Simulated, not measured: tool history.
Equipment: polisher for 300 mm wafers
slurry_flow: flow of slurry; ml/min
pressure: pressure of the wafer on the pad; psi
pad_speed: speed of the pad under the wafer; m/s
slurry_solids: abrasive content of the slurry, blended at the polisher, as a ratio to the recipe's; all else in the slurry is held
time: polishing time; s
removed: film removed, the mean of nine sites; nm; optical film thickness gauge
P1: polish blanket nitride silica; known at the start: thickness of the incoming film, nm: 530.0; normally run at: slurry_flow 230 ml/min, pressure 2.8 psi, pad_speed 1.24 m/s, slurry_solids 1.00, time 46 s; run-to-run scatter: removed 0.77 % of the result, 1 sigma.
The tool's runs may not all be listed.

run,hour,slurry_flow,pressure,pad_speed,slurry_solids,time,wafers polished on this pad,hours since the slurry nozzle was cleaned,hours since the head pressure was calibrated,hours since the slurry blender was calibrated,hours since the conditioning disc was replaced,removed
1,6.6,230,2.8,1.24,1.00,46,398,273.8,803.0,67.1,120.0,22.143
2,18.2,360,2.8,1.24,1.00,46,563,285.4,814.6,78.7,131.6,23.477
3,25.6,230,1.6,1.24,1.00,46,669,292.8,822.0,86.1,139.0,12.885
4,35.7,230,3.7,0.74,1.00,46,813,302.9,832.1,96.2,149.1,19.646
5,44.1,230,3.7,1.24,1.00,46,932,311.3,840.5,104.6,157.5,29.163
6,52.1,230,2.8,1.24,1.45,46,1047,319.3,848.5,112.6,165.5,26.129
7,63.7,230,2.8,1.24,1.00,46,1212,330.9,860.1,124.2,177.1,22.477
8,74.0,230,2.8,1.24,1.00,46,1359,341.2,870.4,134.5,187.4,22.400
9,82.1,230,2.8,1.24,1.00,46,1474,349.3,878.5,142.6,195.5,22.635
10,93.4,230,2.8,1.24,0.55,46,1635,360.6,889.8,153.9,206.8,16.258
11,101.7,230,2.8,1.24,1.00,46,1754,368.9,898.1,162.2,215.1,22.208
12,111.2,230,2.8,0.78,1.00,46,1889,378.4,907.6,171.7,224.6,15.413
13,117.1,230,2.8,1.24,1.00,33,1973,384.3,913.5,177.6,230.5,16.144
14,128.7,230,2.8,1.24,1.00,68,2139,395.9,925.1,189.2,242.1,33.162
15,134.1,140,2.8,1.24,1.00,46,2216,401.3,930.5,194.6,247.5,20.799
16,145.0,230,2.8,1.24,1.00,46,2371,412.2,941.4,205.5,258.4,22.204
17,155.3,230,2.8,1.62,1.00,46,2518,422.5,951.7,215.8,268.7,27.744
18,166.7,230,2.8,1.24,1.00,46,2680,433.9,963.1,227.2,280.1,22.602
19,174.1,230,2.8,1.24,1.00,46,2786,441.3,970.5,234.6,287.5,21.765
20,182.2,230,2.8,1.24,1.00,46,2901,449.4,978.6,242.7,295.6,21.277
21,187.5,230,2.8,1.24,1.00,46,2977,454.7,983.9,248.0,300.9,21.041
22,193.6,230,2.8,1.24,1.00,46,3064,460.8,990.0,254.1,307.0,20.918
23,203.8,230,2.8,1.24,1.00,46,3209,471.0,1000.2,264.3,317.2,20.457
# hour 204.6: head pressure recalibrated
# hour 214.7: conditioning disc replaced and pad reconditioned
24,215.2,230,2.8,1.24,1.00,46,3372,482.4,10.6,275.7,0.5,20.625
25,223.6,230,2.8,1.24,1.00,46,3492,490.8,19.0,284.1,8.9,20.534
# hour 227.1: slurry nozzle cleaned
26,228.8,230,2.8,1.24,1.00,46,3566,1.7,24.2,289.3,14.1,20.224
27,237.2,230,2.8,1.24,1.00,46,3686,10.1,32.6,297.7,22.5,20.377
28,247.5,230,2.8,1.24,1.00,46,3832,20.4,42.9,308.0,32.8,20.390
29,256.6,230,2.8,1.24,1.00,46,3962,29.5,52.0,317.1,41.9,20.195

Something has made what P1 gives creep away from where it was; the 2 causes below, each at its own stated size, fit the log equally well:
A: removal rate lost through wear of the pad, % = 9.61
B: abrasive missing from the slurry, % = 19
The gradual shift began around hour 166.7.
Other possible causes, and why each is ruled out:
slurry flow missing at the pad, %: maintenance at hour 227.1, after the shift began, did not return the process to its former output
head's pressure below its setpoint, %: maintenance at hour 204.6, after the shift began, did not return the process to its former output
time polished since the conditioner stopped cutting, s: maintenance at hour 214.7, after the shift began, did not return the process to its former output

Below are 4 check runs, each averaged over 5 wafers, with their results shown as question marks. Which of them would give clearly different results depending on which cause is behind the drift?
check 1,265.7,350,2.8,1.24,1.00,46,,,,,,?
check 2,265.7,230,2.2,1.24,1.00,46,,,,,,?
check 3,265.7,155,2.8,1.24,1.00,46,,,,,,?
check 4,265.7,230,2.8,1.24,0.60,46,,,,,,?

What each check would give under each cause:
check,result,if A,if B
check 1,removed,21.048,21.043
check 2,removed,15.895,15.891
check 3,removed,19.151,19.146
check 4,removed,15.525,15.115
Per-check spread between the two closest causes, in the result where they differ most: check 1 0.03 %; check 2 0.03 %; check 3 0.03 %; check 4 2.68 %
Of the check runs offered, only check 4 discriminates between the causes; the rest would read about the same regardless of which cause applies.

Check 4 was then run and gave: removed 15.041 nm. Which cause is it?

The correct cause is B, namely: abrasive missing from the slurry, %.
